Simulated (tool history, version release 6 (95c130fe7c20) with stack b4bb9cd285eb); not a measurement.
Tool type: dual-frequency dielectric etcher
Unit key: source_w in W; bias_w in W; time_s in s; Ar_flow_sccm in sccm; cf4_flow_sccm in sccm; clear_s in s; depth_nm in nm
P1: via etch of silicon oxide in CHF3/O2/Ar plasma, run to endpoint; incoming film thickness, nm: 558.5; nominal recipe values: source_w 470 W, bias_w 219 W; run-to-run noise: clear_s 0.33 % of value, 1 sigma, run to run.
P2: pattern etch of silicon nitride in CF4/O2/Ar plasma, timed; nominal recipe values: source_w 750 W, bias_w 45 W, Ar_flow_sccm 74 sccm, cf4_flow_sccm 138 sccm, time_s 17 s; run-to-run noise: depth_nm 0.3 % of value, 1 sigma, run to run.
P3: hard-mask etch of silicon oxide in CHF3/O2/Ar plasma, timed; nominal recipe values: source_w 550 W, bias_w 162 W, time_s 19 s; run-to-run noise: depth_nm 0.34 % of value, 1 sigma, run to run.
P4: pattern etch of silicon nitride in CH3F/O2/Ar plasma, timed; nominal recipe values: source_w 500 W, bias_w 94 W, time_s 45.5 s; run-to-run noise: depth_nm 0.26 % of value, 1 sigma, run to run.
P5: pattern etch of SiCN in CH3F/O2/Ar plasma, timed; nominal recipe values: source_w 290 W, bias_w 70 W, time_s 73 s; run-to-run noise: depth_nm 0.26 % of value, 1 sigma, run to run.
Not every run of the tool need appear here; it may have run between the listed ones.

run   hour  process  source_w  bias_w  time_s  Ar_flow_sccm  cf4_flow_sccm  clear_s  depth_nm
  1   13.4       P1       470     219                                        292.93
  2   22.9       P4       500      94    45.5                                          37.531
  3   33.4       P1       470     219                                        293.74
  4   44.6       P2       750      45      17            74            175             48.653
  5   53.5       P4       370      94    45.5                                          33.716
  6     64       P2       750      33      17            74            138             43.297
  7   74.2       P1       470     219                                        293.94
  8   85.6       P1       470     219                                        293.99
  9   92.8       P5       390      70      73                                          26.965
 10  100.3       P1       470     219                                        292.47
 11  110.5       P1       380     149                                        365.16
 12    124       P1       470     274                                        271.16
 13  133.3       P3       700     162      19                                          39.954
 14  144.9       P3       550     127      19                                          33.643
 15    157       P1       380     295                                        284.23
 16  169.5       P1       600     219                                         265.8
 17  179.9       P4       500      94    61.5                                          50.852
 18  189.1       P2       750      45      17            74            138             47.335
 19  196.6       P1       470     219                                        292.85
 20  210.3       P3       550     162    11.5                                          21.938
 21  224.2       P2       890      45      17            74            138             55.404
 22  236.8       P2       750      45    20.5            74            138             57.161
 23  243.1       P4       500     129    45.5                                          42.347
 24  250.4       P5       290      70      73                                          24.147
 25  259.8       P2       750      45      17            93            138             46.061
 26  273.7       P3       550     162      19                                          36.367
 27    285       P1       470     153                                        333.21
 28  295.1       P5       290      51      73                                          21.729
 29  309.2       P5       290      70      73                                          24.172
 30  322.3       P5       290      70    55.5                                          18.448
 31  330.9       P1       380     219                                        318.72
 32  338.1       P1       470     219                                        293.76
 33  349.7       P1       470     219                                        295.18
 34  359.1       P1       470     219                                        297.43
 35  369.2       P1       470     219                                        296.86
 36  376.8       P1       470     219                                        297.28
     379.2  -- wet clean of the chamber
 37  386.9       P1       470     219                                        299.04
 38  400.2       P1       470     219                                        297.57
 39  412.9       P1       470     219                                        298.03
 40  425.6       P1       470     219                                        298.39

What P1 gives has crept off from where it sat before. The 2 causes that follow fit the log equally well, each at the size noted:
A: source power that arrives under what is set, % = 4.29
B: bias power that arrives under what is set, % = 4.56
The onset of the drift is placed at about hour 338.1.
All other causes, with the reason each is excluded:
chamber walls in a state that lowers the etch rate, %: its service at hour 379.2 followed the start of the drift and did not put the process back to its old value

The check runs listed below each take one wafer, and their results are still question marks. Under which run would the listed causes lead to clearly different results?
check 1  438.3       P5       290      70      73                                               ?
check 2  438.3       P4       500      94    45.5                                               ?
check 3  438.3       P3       550     162      19                                               ?
check 4  438.3       P2       750      45      17            74            138                  ?

Predicted outcomes, by check and by cause:
  check    result    if A    if B
check 1  depth_nm   23.76  23.752
check 2  depth_nm  36.973  36.968
check 3  depth_nm  35.723  35.775
check 4  depth_nm  45.676  46.766
Minimum pairwise separation of causes per check, each pair taken at its best-separating result: check 1 0.03 %; check 2 0.01 %; check 3 0.15 %; check 4 2.36 %
Only check 4 tells the causes apart: in the others they would give nearly the same result.

Check 4 has now been run. It gave: depth_nm 45.918 nm. Which of the candidate causes is it?

The cause is A: source power that arrives under what is set, %.
